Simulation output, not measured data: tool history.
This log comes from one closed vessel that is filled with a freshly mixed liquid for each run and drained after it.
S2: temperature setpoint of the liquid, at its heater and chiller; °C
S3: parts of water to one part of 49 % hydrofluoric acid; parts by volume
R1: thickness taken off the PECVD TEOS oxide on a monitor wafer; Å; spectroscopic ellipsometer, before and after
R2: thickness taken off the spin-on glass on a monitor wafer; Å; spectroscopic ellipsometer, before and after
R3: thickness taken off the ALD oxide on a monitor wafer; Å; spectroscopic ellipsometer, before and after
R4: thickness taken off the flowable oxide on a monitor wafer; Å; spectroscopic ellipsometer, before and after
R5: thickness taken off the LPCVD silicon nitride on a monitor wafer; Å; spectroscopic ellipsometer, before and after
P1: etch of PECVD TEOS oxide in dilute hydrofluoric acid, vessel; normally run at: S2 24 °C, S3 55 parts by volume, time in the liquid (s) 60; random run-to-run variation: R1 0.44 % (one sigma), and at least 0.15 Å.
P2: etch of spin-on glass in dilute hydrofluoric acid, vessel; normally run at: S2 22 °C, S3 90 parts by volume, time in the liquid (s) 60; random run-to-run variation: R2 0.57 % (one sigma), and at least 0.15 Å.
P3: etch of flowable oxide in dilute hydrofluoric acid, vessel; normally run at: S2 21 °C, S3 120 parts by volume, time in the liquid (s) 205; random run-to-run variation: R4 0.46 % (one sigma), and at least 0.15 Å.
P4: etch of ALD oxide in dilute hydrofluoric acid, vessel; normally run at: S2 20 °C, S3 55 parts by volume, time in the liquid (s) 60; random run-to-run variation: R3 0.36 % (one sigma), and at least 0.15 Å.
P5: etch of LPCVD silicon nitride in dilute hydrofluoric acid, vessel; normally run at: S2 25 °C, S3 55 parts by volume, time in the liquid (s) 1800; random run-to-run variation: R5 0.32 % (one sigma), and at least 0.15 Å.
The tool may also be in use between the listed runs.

run 1 hour=4.2 | process_that_ran=P1 S2=24 S3=55 time_in_the_liquid_(s)=60 | R1=199.52
run 2 hour=7.8 | process_that_ran=P1 S2=19.5 S3=90 time_in_the_liquid_(s)=60 | R1=97.439
run 3 hour=12.6 | process_that_ran=P2 S2=22 S3=90 time_in_the_liquid_(s)=60 | R2=263.63
run 4 hour=15.3 | process_that_ran=P1 S2=32 S3=55 time_in_the_liquid_(s)=60 | R1=276.6
run 5 hour=19.1 | process_that_ran=P1 S2=18.5 S3=55 time_in_the_liquid_(s)=60 | R1=158.79
run 6 hour=24.4 | process_that_ran=P2 S2=22 S3=90 time_in_the_liquid_(s)=105 | R2=458.37
run 7 hour=28.9 | process_that_ran=P4 S2=17 S3=55 time_in_the_liquid_(s)=60 | R3=209.63
run 8 hour=32 | process_that_ran=P2 S2=22 S3=90 time_in_the_liquid_(s)=60 | R2=261.38
run 9 hour=35.1 | process_that_ran=P4 S2=20 S3=55 time_in_the_liquid_(s)=60 | R3=238.48
run 10 hour=39.3 | process_that_ran=P1 S2=24 S3=55 time_in_the_liquid_(s)=30 | R1=100.61
run 11 hour=43.9 | process_that_ran=P3 S2=21 S3=120 time_in_the_liquid_(s)=205 | R4=546.75
run 12 hour=49 | process_that_ran=P1 S2=24 S3=55 time_in_the_liquid_(s)=60 | R1=199.94
run 13 hour=54 | process_that_ran=P5 S2=30.5 S3=55 time_in_the_liquid_(s)=1800 | R5=225.57
run 14 hour=59.3 | process_that_ran=P5 S2=25 S3=55 time_in_the_liquid_(s)=1800 | R5=156.89
run 15 hour=62 | process_that_ran=P4 S2=20 S3=55 time_in_the_liquid_(s)=30 | R3=118.9
run 16 hour=67.2 | process_that_ran=P3 S2=21 S3=120 time_in_the_liquid_(s)=205 | R4=545.25
run 17 hour=70.7 | process_that_ran=P3 S2=21 S3=45 time_in_the_liquid_(s)=205 | R4=1600.8
run 18 hour=75.4 | process_that_ran=P1 S2=24 S3=55 time_in_the_liquid_(s)=60 | R1=199.65
run 19 hour=80.5 | process_that_ran=P1 S2=24 S3=55 time_in_the_liquid_(s)=60 | R1=199.84
run 20 hour=83.7 | process_that_ran=P1 S2=24 S3=55 time_in_the_liquid_(s)=115 | R1=382.16
run 21 hour=88.3 | process_that_ran=P1 S2=24 S3=80 time_in_the_liquid_(s)=60 | R1=132.88
run 22 hour=93.2 | process_that_ran=P5 S2=25 S3=20 time_in_the_liquid_(s)=1800 | R5=418.48
run 23 hour=97.3 | process_that_ran=P3 S2=27 S3=120 time_in_the_liquid_(s)=205 | R4=693.68
run 24 hour=100.8 | process_that_ran=P1 S2=24 S3=25 time_in_the_liquid_(s)=60 | R1=455.64
run 25 hour=104 | process_that_ran=P2 S2=26.5 S3=90 time_in_the_liquid_(s)=60 | R2=316.66
run 26 hour=106.4 | process_that_ran=P3 S2=21 S3=120 time_in_the_liquid_(s)=105 | R4=280.51
run 27 hour=109.8 | process_that_ran=P1 S2=18 S3=55 time_in_the_liquid_(s)=100 | R1=258.78
run 28 hour=115.2 | process_that_ran=P1 S2=24 S3=55 time_in_the_liquid_(s)=60 | R1=200.51
run 29 hour=118.1 | process_that_ran=P4 S2=20 S3=25 time_in_the_liquid_(s)=60 | R3=549.41
run 30 hour=122.2 | process_that_ran=P5 S2=25 S3=55 time_in_the_liquid_(s)=2850 | R5=249.17
run 31 hour=126.9 | process_that_ran=P2 S2=22 S3=40 time_in_the_liquid_(s)=60 | R2=629.28
run 32 hour=130 | process_that_ran=P1 S2=24 S3=55 time_in_the_liquid_(s)=60 | R1=198.68
run 33 hour=134.6 | process_that_ran=P1 S2=24 S3=55 time_in_the_liquid_(s)=60 | R1=193.7
run 34 hour=139.7 | process_that_ran=P1 S2=24 S3=55 time_in_the_liquid_(s)=60 | R1=192.24
run 35 hour=144.7 | process_that_ran=P1 S2=24 S3=55 time_in_the_liquid_(s)=60 | R1=190.63
run 36 hour=149.7 | process_that_ran=P1 S2=24 S3=55 time_in_the_liquid_(s)=60 | R1=187.51
run 37 hour=153.6 | process_that_ran=P1 S2=24 S3=55 time_in_the_liquid_(s)=60 | R1=188.14
run 38 hour=157.4 | process_that_ran=P1 S2=24 S3=55 time_in_the_liquid_(s)=60 | R1=189.75
run 39 hour=162.1 | process_that_ran=P1 S2=24 S3=55 time_in_the_liquid_(s)=60 | R1=187.79
run 40 hour=166.1 | process_that_ran=P1 S2=24 S3=55 time_in_the_liquid_(s)=60 | R1=186.42
run 41 hour=168.4 | process_that_ran=P1 S2=24 S3=55 time_in_the_liquid_(s)=60 | R1=187.46
run 42 hour=173.1 | process_that_ran=P1 S2=24 S3=55 time_in_the_liquid_(s)=60 | R1=187.69

The output of P1 has drifted from where it used to be. Each of the 2 causes below, taken at the size shown beside it, accounts for the log equally well:
A: liquid colder than its thermometer reads (K) = 1.54
B: hydrofluoric acid flow below the setpoint (%) = 5.73
Creep in the process output first set in at about hour 130.

Consider the 4 single-wafer check runs listed below, results given as question marks: which one distinguishes between the causes by giving clearly different results for each?
run check 1 hour=177.8 | process_that_ran=P3 S2=21 S3=120 time_in_the_liquid_(s)=205 | R4=?
run check 2 hour=177.8 | process_that_ran=P4 S2=20 S3=55 time_in_the_liquid_(s)=60 | R3=?
run check 3 hour=177.8 | process_that_ran=P5 S2=25 S3=55 time_in_the_liquid_(s)=1800 | R5=?
run check 4 hour=177.8 | process_that_ran=P2 S2=22 S3=90 time_in_the_liquid_(s)=60 | R2=?

If the cause were each of the candidates in turn, the checks would give the following:
check=check_1 result=R4 if_A=514.31 if_B=511.89
check=check_2 result=R3 if_A=223.39 if_B=223.98
check=check_3 result=R5 if_A=141.68 if_B=148.28
check=check_4 result=R2 if_A=247.04 if_B=246.42
Distance between the nearest two causes, measured in the result of the check that separates them most: check 1 0.47 %; check 2 0.26 %; check 3 4.55 %; check 4 0.25 %
Of the check runs offered, only check 3 discriminates between the causes; the rest would read about the same regardless of which cause applies.

Here is what check 3 returned: R5 148.17 Å. Which cause is it?

It is B: hydrofluoric acid flow below the setpoint (%).
